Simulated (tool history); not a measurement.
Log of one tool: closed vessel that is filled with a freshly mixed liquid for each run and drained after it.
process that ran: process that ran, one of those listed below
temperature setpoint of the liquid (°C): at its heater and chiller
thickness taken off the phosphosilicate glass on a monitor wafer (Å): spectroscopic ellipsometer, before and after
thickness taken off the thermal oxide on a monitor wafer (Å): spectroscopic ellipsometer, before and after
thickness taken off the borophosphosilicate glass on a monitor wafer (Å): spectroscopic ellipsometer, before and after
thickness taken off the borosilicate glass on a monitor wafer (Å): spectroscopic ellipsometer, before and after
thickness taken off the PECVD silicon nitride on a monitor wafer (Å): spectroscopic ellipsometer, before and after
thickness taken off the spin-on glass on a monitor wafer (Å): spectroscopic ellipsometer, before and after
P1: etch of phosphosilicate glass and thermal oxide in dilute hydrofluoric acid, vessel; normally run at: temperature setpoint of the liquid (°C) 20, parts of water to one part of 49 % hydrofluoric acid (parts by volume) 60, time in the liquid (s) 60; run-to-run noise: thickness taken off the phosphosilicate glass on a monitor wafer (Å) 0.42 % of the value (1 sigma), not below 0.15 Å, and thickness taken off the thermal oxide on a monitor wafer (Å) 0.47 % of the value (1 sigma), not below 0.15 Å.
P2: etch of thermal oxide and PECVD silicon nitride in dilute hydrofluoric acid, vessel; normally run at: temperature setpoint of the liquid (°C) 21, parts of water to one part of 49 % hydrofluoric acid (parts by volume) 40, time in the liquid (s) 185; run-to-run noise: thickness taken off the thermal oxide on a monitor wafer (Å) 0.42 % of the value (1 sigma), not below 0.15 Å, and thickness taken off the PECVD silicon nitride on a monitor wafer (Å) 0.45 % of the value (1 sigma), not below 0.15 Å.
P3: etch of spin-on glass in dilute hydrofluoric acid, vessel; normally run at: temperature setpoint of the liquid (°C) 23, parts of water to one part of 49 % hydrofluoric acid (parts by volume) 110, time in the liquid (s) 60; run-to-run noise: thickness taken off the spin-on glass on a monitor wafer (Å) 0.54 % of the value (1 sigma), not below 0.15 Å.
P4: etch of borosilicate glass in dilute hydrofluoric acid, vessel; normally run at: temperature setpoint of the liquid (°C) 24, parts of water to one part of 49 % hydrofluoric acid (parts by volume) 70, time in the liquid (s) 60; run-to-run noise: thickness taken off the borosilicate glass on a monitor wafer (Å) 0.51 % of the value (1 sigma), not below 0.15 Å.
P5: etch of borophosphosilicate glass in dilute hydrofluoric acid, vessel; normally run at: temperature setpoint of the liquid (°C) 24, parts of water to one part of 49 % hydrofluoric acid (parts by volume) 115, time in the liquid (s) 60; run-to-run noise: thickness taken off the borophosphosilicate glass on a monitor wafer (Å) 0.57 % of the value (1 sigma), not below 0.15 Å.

run,hour,process that ran,temperature setpoint of the liquid (°C),parts of water to one part of 49 % hydrofluoric acid (parts by volume),time in the liquid (s),thickness taken off the phosphosilicate glass on a monitor wafer (Å),thickness taken off the thermal oxide on a monitor wafer (Å),thickness taken off the borophosphosilicate glass on a monitor wafer (Å),thickness taken off the borosilicate glass on a monitor wafer (Å),thickness taken off the PECVD silicon nitride on a monitor wafer (Å),thickness taken off the spin-on glass on a monitor wafer (Å)
1,6.8,P1,20,60,60,660.04,42.192,,,,
2,14.4,P5,24,115,60,,,266.96,,,
3,18.4,P4,30,70,60,,,,368.52,,
4,23.8,P4,24,70,60,,,,287.43,,
5,31.1,P1,20,60,60,653.33,41.792,,,,
# hour 37.7: hydrofluoric acid flow meter replaced
6,39.2,P2,21,40,340,,379.35,,,391.9,
7,47.2,P5,17,115,60,,,200.81,,,
8,53.3,P5,24,115,60,,,264.91,,,
9,60.3,P3,19.5,110,60,,,,,,190.13
10,65.9,P2,21,65,185,,122.41,,,132.73,
11,70.4,P1,20,60,60,656.05,41.84,,,,
12,77.1,P1,20,60,100,1095.2,70.535,,,,
13,81.3,P3,23,170,60,,,,,,133.42
14,88.9,P1,20,60,30,329.33,21.446,,,,
15,95.9,P4,24,70,115,,,,556.42,,
16,101.9,P1,20,35,60,1156.8,74.488,,,,
17,108.6,P1,20,80,60,480.82,30.799,,,,
18,116.1,P2,21,40,185,,204.75,,,210.59,
19,124.1,P1,26.5,60,30,428.5,27.619,,,,
20,131.2,P2,26,40,185,,253.42,,,296.33,
21,135.2,P1,17,60,60,584.44,37.053,,,,
22,142.6,P1,20,60,60,660.96,42.288,,,,
23,147.8,P1,26.5,60,60,857.04,55.21,,,,
24,156.1,P4,24,120,60,,,,157.41,,
25,164.4,P3,23,110,30,,,,,,109.17
26,171.2,P3,23,110,60,,,,,,220.4
27,176,P5,24,45,60,,,736.53,,,
28,180.4,P1,24,20,60,2446.4,158.49,,,,
29,185.2,P5,24,115,105,,,465.73,,,
30,191.9,P1,20,60,60,658.77,42.245,,,,
31,199.8,P1,20,60,60,634.09,40.521,,,,
32,207,P1,20,60,60,624.69,39.734,,,,
33,212.7,P1,20,60,60,622.23,39.607,,,,
34,216.8,P1,20,60,60,616.74,39.442,,,,
35,225.1,P1,20,60,60,610,39.591,,,,
36,231.1,P1,20,60,60,613.36,39.765,,,,
37,237.7,P1,20,60,60,609.52,39.782,,,,

What P1 gives has crept away from where it was. These 2 causes fit the log equally well, each at the size given:
A: hydrofluoric acid flow below the setpoint (%) = 6.2
B: liquid colder than its thermometer reads (K) = 1.62
Onset of the creep was near hour 191.9.

Below are 4 check runs, each on a single wafer, with their results shown as question marks. Which of them would tell the listed causes apart, meaning the causes would give clearly different results under it?
check 1,244.3,P5,24,115,60,,,?,,,
check 2,244.3,P4,24,70,60,,,,?,,
check 3,244.3,P3,23,110,60,,,,,,?
check 4,244.3,P2,21,40,185,,?,,,?,

Predicted outcomes, by check and by cause:
check,result,if A,if B
check 1,thickness taken off the borophosphosilicate glass on a monitor wafer (Å),247.33,249.59
check 2,thickness taken off the borosilicate glass on a monitor wafer (Å),269.75,270.8
check 3,thickness taken off the spin-on glass on a monitor wafer (Å),204.61,206.2
check 4,thickness taken off the thermal oxide on a monitor wafer (Å),191.92,191.53
check 4,thickness taken off the PECVD silicon nitride on a monitor wafer (Å),199.34,189.46
Distance between the nearest two causes, measured in the result of the check that separates them most: check 1 0.91 %; check 2 0.39 %; check 3 0.77 %; check 4 5.08 %
Of the check runs offered, only check 4 discriminates between the causes; the rest would read about the same regardless of which cause applies.

Then check 4 was run and gave: thickness taken off the thermal oxide on a monitor wafer (Å) 190.38; thickness taken off the PECVD silicon nitride on a monitor wafer (Å) 189.44. Which cause is it?

The correct cause is B, namely: liquid colder than its thermometer reads (K).

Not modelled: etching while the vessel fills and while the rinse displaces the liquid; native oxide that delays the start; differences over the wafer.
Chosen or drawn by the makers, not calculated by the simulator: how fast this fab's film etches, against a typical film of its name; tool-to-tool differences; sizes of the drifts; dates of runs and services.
